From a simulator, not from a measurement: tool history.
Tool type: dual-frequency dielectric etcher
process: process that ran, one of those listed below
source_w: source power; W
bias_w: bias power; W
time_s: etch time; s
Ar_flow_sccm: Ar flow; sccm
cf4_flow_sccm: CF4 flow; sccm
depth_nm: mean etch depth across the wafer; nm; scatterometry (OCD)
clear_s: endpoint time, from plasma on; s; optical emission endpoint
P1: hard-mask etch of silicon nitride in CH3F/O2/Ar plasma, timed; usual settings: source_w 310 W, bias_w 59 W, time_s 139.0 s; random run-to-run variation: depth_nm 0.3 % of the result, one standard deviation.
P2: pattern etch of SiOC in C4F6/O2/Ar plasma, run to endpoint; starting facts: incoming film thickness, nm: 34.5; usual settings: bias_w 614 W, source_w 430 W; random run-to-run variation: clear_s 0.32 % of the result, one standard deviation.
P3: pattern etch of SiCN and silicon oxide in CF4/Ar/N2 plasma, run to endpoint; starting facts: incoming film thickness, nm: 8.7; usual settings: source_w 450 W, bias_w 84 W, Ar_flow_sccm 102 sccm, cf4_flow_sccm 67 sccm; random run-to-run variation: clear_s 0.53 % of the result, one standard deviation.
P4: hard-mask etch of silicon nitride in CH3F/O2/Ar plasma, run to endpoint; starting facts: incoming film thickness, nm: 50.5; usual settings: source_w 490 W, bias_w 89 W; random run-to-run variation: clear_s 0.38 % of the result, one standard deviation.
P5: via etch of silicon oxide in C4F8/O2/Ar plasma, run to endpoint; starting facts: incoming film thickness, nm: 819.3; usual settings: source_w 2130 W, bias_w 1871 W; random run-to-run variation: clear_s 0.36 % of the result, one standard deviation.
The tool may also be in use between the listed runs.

| run | hour | process | source_w | bias_w | time_s | Ar_flow_sccm | cf4_flow_sccm | hours since the last wet clean | hours since the last source power generator calibration | hours since the last bias power generator calibration | depth_nm | clear_s |
|---|---|---|---|---|---|---|---|---|---|---|---|---|
| 1 | 8.4 | P1 | 310 | 59 | 139.0 |  |  | 331.6 | 547.3 | 1264.9 | 80.389 |  |
| 2 | 16.4 | P1 | 310 | 59 | 139.0 |  |  | 339.6 | 555.3 | 1272.9 | 80.705 |  |
| 3 | 24.5 | P3 | 450 | 84 |  | 65 | 67 | 347.7 | 563.4 | 1281.0 |  | 9.2329 |
|  | 28.1 | source power generator calibrated |
| 4 | 31.9 | P2 | 430 | 614 |  |  |  | 355.1 | 3.8 | 1288.4 |  | 10.2530 |
| 5 | 39.8 | P1 | 310 | 59 | 139.0 |  |  | 363.0 | 11.7 | 1296.3 | 80.745 |  |
| 6 | 49.6 | P1 | 310 | 38 | 139.0 |  |  | 372.8 | 21.5 | 1306.1 | 69.880 |  |
| 7 | 55.0 | P4 | 690 | 89 |  |  |  | 378.2 | 26.9 | 1311.5 |  | 54.6350 |
| 8 | 61.4 | P3 | 450 | 84 |  | 102 | 48 | 384.6 | 33.3 | 1317.9 |  | 10.4150 |
| 9 | 69.6 | P1 | 310 | 59 | 139.0 |  |  | 392.8 | 41.5 | 1326.1 | 80.616 |  |
| 10 | 76.1 | P4 | 490 | 89 |  |  |  | 399.3 | 48.0 | 1332.6 |  | 61.9060 |
| 11 | 82.6 | P3 | 300 | 84 |  | 102 | 67 | 405.8 | 54.5 | 1339.1 |  | 14.0030 |
| 12 | 91.0 | P5 | 2130 | 1871 |  |  |  | 414.2 | 62.9 | 1347.5 |  | 161.8500 |
| 13 | 96.7 | P1 | 310 | 59 | 179.0 |  |  | 419.9 | 68.6 | 1353.2 | 103.350 |  |
| 14 | 102.2 | P1 | 390 | 59 | 139.0 |  |  | 425.4 | 74.1 | 1358.7 | 87.602 |  |
| 15 | 107.8 | P4 | 490 | 67 |  |  |  | 431.0 | 79.7 | 1364.3 |  | 68.4890 |
|  | 113.0 | wet clean of the chamber |
| 16 | 117.2 | P1 | 310 | 83 | 139.0 |  |  | 4.3 | 89.1 | 1373.7 | 90.299 |  |
| 17 | 125.4 | P2 | 430 | 386 |  |  |  | 12.5 | 97.3 | 1381.9 |  | 12.0850 |
| 18 | 130.3 | P1 | 310 | 59 | 139.0 |  |  | 17.4 | 102.2 | 1386.8 | 80.238 |  |
|  | 134.8 | bias power generator calibrated |
| 19 | 135.6 | P5 | 1370 | 1871 |  |  |  | 22.7 | 107.5 | 0.9 |  | 193.2300 |
| 20 | 144.1 | P1 | 310 | 59 | 139.0 |  |  | 31.2 | 116.0 | 9.4 | 81.002 |  |
| 21 | 152.5 | P2 | 430 | 614 |  |  |  | 39.6 | 124.4 | 17.8 |  | 10.2140 |
| 22 | 161.1 | P1 | 310 | 59 | 139.0 |  |  | 48.2 | 133.0 | 26.4 | 80.647 |  |
| 23 | 170.1 | P5 | 2130 | 2483 |  |  |  | 57.2 | 142.0 | 35.4 |  | 148.6900 |
| 24 | 175.9 | P1 | 190 | 59 | 139.0 |  |  | 63.0 | 147.8 | 41.2 | 66.811 |  |
| 25 | 182.0 | P3 | 450 | 59 |  | 102 | 67 | 69.1 | 153.9 | 47.3 |  | 11.1140 |
| 26 | 191.1 | P4 | 490 | 89 |  |  |  | 78.2 | 163.0 | 56.4 |  | 62.0640 |
| 27 | 198.8 | P3 | 450 | 84 |  | 102 | 67 | 85.9 | 170.7 | 64.1 |  | 9.9086 |
| 28 | 203.4 | P1 | 310 | 59 | 106.5 |  |  | 90.5 | 175.3 | 68.7 | 61.574 |  |
| 29 | 210.7 | P2 | 520 | 614 |  |  |  | 97.8 | 182.6 | 76.0 |  | 9.5385 |
| 30 | 215.4 | P1 | 220 | 59 | 97.0 |  |  | 102.5 | 187.3 | 80.7 | 49.299 |  |
| 31 | 220.6 | P1 | 310 | 59 | 139.0 |  |  | 107.7 | 192.5 | 85.9 | 80.304 |  |
| 32 | 226.6 | P1 | 310 | 59 | 139.0 |  |  | 113.7 | 198.5 | 91.9 | 80.182 |  |
| 33 | 233.8 | P1 | 310 | 59 | 139.0 |  |  | 120.9 | 205.7 | 99.1 | 80.173 |  |
| 34 | 241.9 | P1 | 310 | 59 | 139.0 |  |  | 129.0 | 213.8 | 107.2 | 79.577 |  |
|  | 249.4 | wet clean of the chamber |
| 35 | 249.5 | P1 | 310 | 59 | 139.0 |  |  | 0.2 | 221.4 | 114.8 | 79.430 |  |
| 36 | 254.0 | P1 | 310 | 59 | 139.0 |  |  | 4.7 | 225.9 | 119.3 | 79.310 |  |
| 37 | 263.4 | P1 | 310 | 59 | 139.0 |  |  | 14.1 | 235.3 | 128.7 | 79.461 |  |
| 38 | 270.3 | P1 | 310 | 59 | 139.0 |  |  | 21.0 | 242.2 | 135.6 | 79.502 |  |
| 39 | 277.9 | P1 | 310 | 59 | 139.0 |  |  | 28.6 | 249.8 | 143.2 | 79.747 |  |
| 40 | 285.7 | P1 | 310 | 59 | 139.0 |  |  | 36.4 | 257.6 | 151.0 | 79.625 |  |
| 41 | 290.9 | P1 | 310 | 59 | 139.0 |  |  | 41.6 | 262.8 | 156.2 | 79.525 |  |
| 42 | 295.5 | P1 | 310 | 59 | 139.0 |  |  | 46.2 | 267.4 | 160.8 | 79.313 |  |

The log shows P1 creeping away from where it was. Any of the 2 causes listed here, at the size stated for it, fits the log just as well as the others:
A: bias power that arrives under what is set, % = 4.38
B: source power that arrives under what is set, % = 3.83
The onset of the drift is placed at about hour 220.6.
What rules out each remaining cause:
chamber walls in a state that lowers the etch rate, %: serviced at hour 249.4, which brought nothing back

The list below offers 4 check runs, each averaging the results of 5 wafers, and shows each result as a question mark. For which of them would the listed causes give clearly different results?
| check 1 | 300.1 | P5 | 1510 | 2173 |  |  |  |  |  |  |  | ? |
| check 2 | 300.1 | P3 | 450 | 64 |  | 69 | 67 |  |  |  |  | ? |
| check 3 | 300.1 | P4 | 610 | 69 |  |  |  |  |  |  |  | ? |
| check 4 | 300.1 | P2 | 430 | 424 |  |  |  |  |  |  |  | ? |

What every check run would give for each of its results, assuming each possible cause in turn:
| check | result | if A | if B |
|---|---|---|---|
| check 1 | clear_s | 180.4800 | 180.8800 |
| check 2 | clear_s | 10.3620 | 10.5800 |
| check 3 | clear_s | 63.2010 | 63.2270 |
| check 4 | clear_s | 11.8810 | 11.8620 |
Distance between the nearest two causes, measured in the result of the check that separates them most: check 1 0.22 %; check 2 2.08 %; check 3 0.04 %; check 4 0.17 %
Only in check 2 would the causes give clearly different results; in the remaining checks their results would be nearly the same.

Check 2 was then run and gave: clear_s 10.5730 s. Which cause is it?

The cause is B: source power that arrives under what is set, %.

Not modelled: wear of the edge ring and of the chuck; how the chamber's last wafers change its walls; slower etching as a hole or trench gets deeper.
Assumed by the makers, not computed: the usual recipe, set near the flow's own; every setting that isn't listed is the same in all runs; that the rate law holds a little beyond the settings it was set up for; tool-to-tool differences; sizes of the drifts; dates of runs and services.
